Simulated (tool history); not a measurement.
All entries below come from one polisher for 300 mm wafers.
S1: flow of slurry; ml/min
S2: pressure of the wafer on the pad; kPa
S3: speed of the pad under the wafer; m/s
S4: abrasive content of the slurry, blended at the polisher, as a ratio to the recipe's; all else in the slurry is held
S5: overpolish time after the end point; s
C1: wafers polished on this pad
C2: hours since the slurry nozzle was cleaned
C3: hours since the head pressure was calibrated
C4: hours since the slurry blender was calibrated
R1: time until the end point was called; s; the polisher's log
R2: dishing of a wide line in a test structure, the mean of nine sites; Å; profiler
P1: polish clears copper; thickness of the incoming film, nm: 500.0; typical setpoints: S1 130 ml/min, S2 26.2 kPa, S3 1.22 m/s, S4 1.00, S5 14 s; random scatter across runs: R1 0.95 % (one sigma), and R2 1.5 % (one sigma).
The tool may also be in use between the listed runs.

run 1 hour=2.6 | S1=130 S2=26.2 S3=1.22 S4=1.00 S5=14 | C1=375 C2=177.2 C3=46.8 C4=98.6 | R1=92.050 R2=357.39
run 2 hour=5.4 | S1=130 S2=26.2 S3=1.22 S4=1.00 S5=14 | C1=389 C2=180.0 C3=49.6 C4=101.4 | R1=92.712 R2=360.68
run 3 hour=7.6 | S1=130 S2=26.2 S3=1.22 S4=1.00 S5=21 | C1=399 C2=182.2 C3=51.8 C4=103.6 | R1=91.048 R2=428.28
run 4 hour=11.9 | S1=175 S2=26.2 S3=0.80 S4=1.00 S5=14 | C1=420 C2=186.5 C3=56.1 C4=107.9 | R1=132.440 R2=290.31
run 5 hour=15.6 | S1=130 S2=26.2 S3=0.66 S4=1.00 S5=6 | C1=438 C2=190.2 C3=59.8 C4=111.6 | R1=172.710 R2=123.04
run 6 hour=19.8 | S1=130 S2=26.2 S3=0.86 S4=1.00 S5=14 | C1=458 C2=194.4 C3=64.0 C4=115.8 | R1=129.430 R2=293.08
run 7 hour=24.5 | S1=200 S2=26.2 S3=1.22 S4=1.00 S5=14 | C1=481 C2=199.1 C3=68.7 C4=120.5 | R1=85.690 R2=372.41
run 8 hour=29.1 | S1=130 S2=38.6 S3=1.22 S4=1.00 S5=14 | C1=503 C2=203.7 C3=73.3 C4=125.1 | R1=61.973 R2=437.90
run 9 hour=33.3 | S1=80 S2=26.2 S3=1.22 S4=1.00 S5=14 | C1=523 C2=207.9 C3=77.5 C4=129.3 | R1=103.340 R2=342.49
-- hour=35.3 slurry blender recalibrated
run 10 hour=36.2 | S1=130 S2=26.2 S3=1.22 S4=1.00 S5=14 | C1=537 C2=210.8 C3=80.4 C4=1.0 | R1=91.131 R2=369.08
run 11 hour=39.7 | S1=130 S2=26.2 S3=1.22 S4=0.55 S5=14 | C1=554 C2=214.3 C3=83.9 C4=4.5 | R1=103.100 R2=336.86
run 12 hour=44.5 | S1=130 S2=26.2 S3=1.84 S4=1.00 S5=14 | C1=577 C2=219.1 C3=88.7 C4=9.3 | R1=60.843 R2=424.70
-- hour=48.0 head pressure recalibrated
run 13 hour=48.8 | S1=130 S2=26.2 S3=1.22 S4=1.00 S5=4 | C1=598 C2=223.4 C3=0.9 C4=13.6 | R1=91.273 R2=150.29
run 14 hour=51.8 | S1=130 S2=14.5 S3=0.88 S4=1.00 S5=14 | C1=612 C2=226.4 C3=3.9 C4=16.6 | R1=230.150 R2=197.78
run 15 hour=54.2 | S1=130 S2=26.2 S3=1.22 S4=1.40 S5=14 | C1=624 C2=228.8 C3=6.3 C4=19.0 | R1=84.856 R2=379.09
run 16 hour=57.5 | S1=130 S2=15.2 S3=1.22 S4=1.00 S5=14 | C1=639 C2=232.1 C3=9.6 C4=22.3 | R1=158.360 R2=249.74
run 17 hour=61.6 | S1=130 S2=26.2 S3=1.22 S4=1.00 S5=14 | C1=659 C2=236.2 C3=13.7 C4=26.4 | R1=91.603 R2=362.07
run 18 hour=65.1 | S1=130 S2=26.2 S3=1.22 S4=1.00 S5=14 | C1=676 C2=239.7 C3=17.2 C4=29.9 | R1=92.478 R2=360.44
run 19 hour=67.7 | S1=130 S2=26.2 S3=1.22 S4=1.00 S5=14 | C1=689 C2=242.3 C3=19.8 C4=32.5 | R1=92.118 R2=350.29
run 20 hour=71.7 | S1=130 S2=26.2 S3=1.22 S4=1.00 S5=14 | C1=708 C2=246.3 C3=23.8 C4=36.5 | R1=93.804 R2=343.42
run 21 hour=76.7 | S1=130 S2=26.2 S3=1.22 S4=1.00 S5=14 | C1=732 C2=251.3 C3=28.8 C4=41.5 | R1=95.493 R2=357.47
run 22 hour=80.2 | S1=130 S2=26.2 S3=1.22 S4=1.00 S5=14 | C1=749 C2=254.8 C3=32.3 C4=45.0 | R1=94.978 R2=355.94
run 23 hour=82.7 | S1=130 S2=26.2 S3=1.22 S4=1.00 S5=14 | C1=761 C2=257.3 C3=34.8 C4=47.5 | R1=98.027 R2=342.85
-- hour=85.0 head pressure recalibrated
run 24 hour=86.4 | S1=130 S2=26.2 S3=1.22 S4=1.00 S5=14 | C1=779 C2=261.0 C3=1.5 C4=51.2 | R1=96.684 R2=341.73
run 25 hour=90.4 | S1=130 S2=26.2 S3=1.22 S4=1.00 S5=14 | C1=798 C2=265.0 C3=5.5 C4=55.2 | R1=97.607 R2=351.61
-- hour=93.0 slurry blender recalibrated
run 26 hour=93.6 | S1=130 S2=26.2 S3=1.22 S4=1.00 S5=14 | C1=813 C2=268.2 C3=8.7 C4=0.7 | R1=97.168 R2=344.84
run 27 hour=98.3 | S1=130 S2=26.2 S3=1.22 S4=1.00 S5=14 | C1=836 C2=272.9 C3=13.4 C4=5.4 | R1=98.199 R2=343.39
run 28 hour=102.9 | S1=130 S2=26.2 S3=1.22 S4=1.00 S5=14 | C1=858 C2=277.5 C3=18.0 C4=10.0 | R1=99.117 R2=340.58
run 29 hour=107.4 | S1=130 S2=26.2 S3=1.22 S4=1.00 S5=14 | C1=880 C2=282.0 C3=22.5 C4=14.5 | R1=98.297 R2=344.23
run 30 hour=111.0 | S1=130 S2=26.2 S3=1.22 S4=1.00 S5=14 | C1=897 C2=285.6 C3=26.1 C4=18.1 | R1=99.357 R2=337.59

Something has made what P1 gives creep away from where it was; the 2 causes below, each at its own stated size, fit the log equally well:
A: removal rate lost through wear of the pad, % = 7.42
B: slurry flow missing at the pad, % = 28.6
Onset of the creep was near hour 67.7.
Excluded causes, each with its reason:
head's pressure below its setpoint, %: serviced at hour 85.0, after the drift had started, without restoring the earlier output
abrasive missing from the slurry, %: serviced at hour 93.0, after the drift had started, without restoring the earlier output

Each of the check runs listed below is run on 3 wafers and reports their average, with the results left as question marks. Pick the one under which the possible causes would lead to clearly different results.
run check 1 hour=114.6 | S1=80 S2=26.2 S3=1.22 S4=1.00 S5=14 | R1=? R2=?
run check 2 hour=114.6 | S1=130 S2=26.2 S3=0.88 S4=1.00 S5=14 | R1=? R2=?
run check 3 hour=114.6 | S1=130 S2=26.2 S3=1.22 S4=0.65 S5=14 | R1=? R2=?
run check 4 hour=114.6 | S1=130 S2=26.2 S3=1.22 S4=0.75 S5=7 | R1=? R2=?

How each check would come out, cause by cause:
check=check_1 result=R1 if_A=111.740 if_B=116.320
check=check_1 result=R2 if_A=322.87 if_B=315.29
check=check_2 result=R1 if_A=137.480 if_B=137.510
check=check_2 result=R2 if_A=284.07 if_B=284.04
check=check_3 result=R1 if_A=108.500 if_B=108.520
check=check_3 result=R2 if_A=328.42 if_B=328.38
check=check_4 result=R1 if_A=105.360 if_B=105.380
check=check_4 result=R2 if_A=210.00 if_B=209.97
Separation of the two closest causes in each check, using whichever result separates them best: check 1 4.02 %; check 2 0.02 %; check 3 0.02 %; check 4 0.02 %
The other checks would show nearly matching results whichever cause is true, so check 1 is the only one that separates the causes.

With check 1 done, the readings were: R1 117.560 s; R2 313.75 Å. Identify which of the listed causes applies.

The correct cause is B, namely: slurry flow missing at the pad, %.
